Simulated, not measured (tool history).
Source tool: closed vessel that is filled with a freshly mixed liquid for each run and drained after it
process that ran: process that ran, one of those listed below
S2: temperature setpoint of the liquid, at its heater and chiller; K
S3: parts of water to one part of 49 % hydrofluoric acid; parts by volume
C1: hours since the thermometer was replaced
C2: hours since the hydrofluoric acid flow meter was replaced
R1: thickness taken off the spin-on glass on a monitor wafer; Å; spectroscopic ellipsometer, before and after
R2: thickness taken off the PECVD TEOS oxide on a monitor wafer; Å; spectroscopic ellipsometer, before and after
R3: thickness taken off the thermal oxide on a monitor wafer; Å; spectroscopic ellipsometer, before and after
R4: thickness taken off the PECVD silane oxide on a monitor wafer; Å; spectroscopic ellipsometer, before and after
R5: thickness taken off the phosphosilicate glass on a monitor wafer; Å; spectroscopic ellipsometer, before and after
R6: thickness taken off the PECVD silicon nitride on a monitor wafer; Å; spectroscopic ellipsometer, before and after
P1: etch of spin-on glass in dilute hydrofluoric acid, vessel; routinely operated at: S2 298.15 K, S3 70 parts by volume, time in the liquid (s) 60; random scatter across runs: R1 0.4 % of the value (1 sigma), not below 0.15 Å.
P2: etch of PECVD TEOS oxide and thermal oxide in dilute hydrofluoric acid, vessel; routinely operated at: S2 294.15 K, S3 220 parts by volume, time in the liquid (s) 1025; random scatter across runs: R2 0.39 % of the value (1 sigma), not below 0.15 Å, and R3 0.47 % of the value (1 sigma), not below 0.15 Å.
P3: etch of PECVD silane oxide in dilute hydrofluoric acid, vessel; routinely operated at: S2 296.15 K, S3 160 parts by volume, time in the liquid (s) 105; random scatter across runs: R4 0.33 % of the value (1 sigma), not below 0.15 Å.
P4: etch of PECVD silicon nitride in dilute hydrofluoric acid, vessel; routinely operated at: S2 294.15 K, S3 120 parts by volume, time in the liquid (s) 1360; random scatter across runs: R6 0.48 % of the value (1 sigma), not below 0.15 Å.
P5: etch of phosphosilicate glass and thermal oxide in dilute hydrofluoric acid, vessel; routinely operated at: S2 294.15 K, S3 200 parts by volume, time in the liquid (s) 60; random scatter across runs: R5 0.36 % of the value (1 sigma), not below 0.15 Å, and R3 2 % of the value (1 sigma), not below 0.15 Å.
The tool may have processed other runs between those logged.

run 1 hour=9.7 | process_that_ran=P1 S2=298.15 S3=70 time_in_the_liquid_(s)=60 | C1=771.3 C2=659.9 | R1=312.33
run 2 hour=19.8 | process_that_ran=P2 S2=294.15 S3=220 time_in_the_liquid_(s)=1975 | C1=781.4 C2=670 | R2=1164.7 R3=324.11
run 3 hour=29 | process_that_ran=P1 S2=298.15 S3=70 time_in_the_liquid_(s)=60 | C1=790.6 C2=679.2 | R1=310.44
run 4 hour=38.7 | process_that_ran=P1 S2=298.15 S3=70 time_in_the_liquid_(s)=60 | C1=800.3 C2=688.9 | R1=310.94
run 5 hour=48.1 | process_that_ran=P1 S2=298.15 S3=70 time_in_the_liquid_(s)=60 | C1=809.7 C2=698.3 | R1=309.8
run 6 hour=57.8 | process_that_ran=P1 S2=298.15 S3=20 time_in_the_liquid_(s)=60 | C1=819.4 C2=708 | R1=1166.7
run 7 hour=66.8 | process_that_ran=P1 S2=298.15 S3=115 time_in_the_liquid_(s)=30 | C1=828.4 C2=717 | R1=89.485
run 8 hour=75.1 | process_that_ran=P1 S2=298.15 S3=105 time_in_the_liquid_(s)=60 | C1=836.7 C2=725.3 | R1=198.25
run 9 hour=83.1 | process_that_ran=P1 S2=298.15 S3=70 time_in_the_liquid_(s)=60 | C1=844.7 C2=733.3 | R1=310.59
run 10 hour=91.2 | process_that_ran=P3 S2=296.15 S3=160 time_in_the_liquid_(s)=105 | C1=852.8 C2=741.4 | R4=118.94
run 11 hour=103.1 | process_that_ran=P3 S2=296.15 S3=160 time_in_the_liquid_(s)=55 | C1=864.7 C2=753.3 | R4=61.821
run 12 hour=111.5 | process_that_ran=P5 S2=294.15 S3=200 time_in_the_liquid_(s)=60 | C1=873.1 C2=761.7 | R3=12.461 R5=291.89
run 13 hour=120.6 | process_that_ran=P1 S2=305.65 S3=70 time_in_the_liquid_(s)=60 | C1=882.2 C2=770.8 | R1=417.36
run 14 hour=128.8 | process_that_ran=P5 S2=302.15 S3=200 time_in_the_liquid_(s)=60 | C1=890.4 C2=779 | R3=15.801 R5=393.7
run 15 hour=136.9 | process_that_ran=P4 S2=294.15 S3=120 time_in_the_liquid_(s)=1360 | C1=898.5 C2=787.1 | R6=278.97
run 16 hour=144.9 | process_that_ran=P4 S2=290.15 S3=120 time_in_the_liquid_(s)=1360 | C1=906.5 C2=795.1 | R6=211.41
run 17 hour=150.5 | process_that_ran=P1 S2=298.15 S3=70 time_in_the_liquid_(s)=30 | C1=912.1 C2=800.7 | R1=155
run 18 hour=157.8 | process_that_ran=P4 S2=294.15 S3=120 time_in_the_liquid_(s)=1360 | C1=919.4 C2=808 | R6=278.79
run 19 hour=165.7 | process_that_ran=P3 S2=291.65 S3=160 time_in_the_liquid_(s)=105 | C1=927.3 C2=815.9 | R4=99.553
run 20 hour=172.3 | process_that_ran=P5 S2=294.15 S3=200 time_in_the_liquid_(s)=60 | C1=933.9 C2=822.5 | R3=11.727 R5=293.44
run 21 hour=181.9 | process_that_ran=P1 S2=291.65 S3=70 time_in_the_liquid_(s)=60 | C1=943.5 C2=832.1 | R1=237.56
run 22 hour=187.2 | process_that_ran=P1 S2=298.15 S3=70 time_in_the_liquid_(s)=85 | C1=948.8 C2=837.4 | R1=438.24
run 23 hour=194.2 | process_that_ran=P2 S2=294.15 S3=45 time_in_the_liquid_(s)=1025 | C1=955.8 C2=844.4 | R2=3558.9 R3=998.14
run 24 hour=202.9 | process_that_ran=P2 S2=290.15 S3=220 time_in_the_liquid_(s)=1025 | C1=964.5 C2=853.1 | R2=513 R3=144.29
run 25 hour=208.6 | process_that_ran=P5 S2=294.15 S3=200 time_in_the_liquid_(s)=30 | C1=970.2 C2=858.8 | R3=5.9199 R5=146.75
run 26 hour=217.2 | process_that_ran=P5 S2=294.15 S3=45 time_in_the_liquid_(s)=60 | C1=978.8 C2=867.4 | R3=60.04 R5=1543.6
run 27 hour=228.5 | process_that_ran=P3 S2=296.15 S3=65 time_in_the_liquid_(s)=105 | C1=990.1 C2=878.7 | R4=325.71
run 28 hour=239.3 | process_that_ran=P4 S2=294.15 S3=120 time_in_the_liquid_(s)=645 | C1=1000.9 C2=889.5 | R6=131.58
run 29 hour=247.8 | process_that_ran=P2 S2=294.15 S3=220 time_in_the_liquid_(s)=1025 | C1=1009.4 C2=898 | R2=601.31 R3=168.62
run 30 hour=255.7 | process_that_ran=P4 S2=294.15 S3=195 time_in_the_liquid_(s)=1360 | C1=1017.3 C2=905.9 | R6=172.57
run 31 hour=265.9 | process_that_ran=P1 S2=298.15 S3=70 time_in_the_liquid_(s)=60 | C1=1027.5 C2=916.1 | R1=310.14
run 32 hour=274.5 | process_that_ran=P3 S2=296.15 S3=160 time_in_the_liquid_(s)=105 | C1=1036.1 C2=924.7 | R4=118.19
run 33 hour=284.7 | process_that_ran=P1 S2=298.15 S3=70 time_in_the_liquid_(s)=60 | C1=1046.3 C2=934.9 | R1=310.01
run 34 hour=294.5 | process_that_ran=P1 S2=298.15 S3=70 time_in_the_liquid_(s)=60 | C1=1056.1 C2=944.7 | R1=317.82
run 35 hour=301.2 | process_that_ran=P1 S2=298.15 S3=70 time_in_the_liquid_(s)=60 | C1=1062.8 C2=951.4 | R1=321.6

Estimate the outcome of run 36 from the log above:
run 36 hour=306.9 | process_that_ran=P1 S2=298.15 S3=70 time_in_the_liquid_(s)=60 | C1=1068.5 C2=957.1 | R1=?

Run 36 produced R1 323.32 Å.
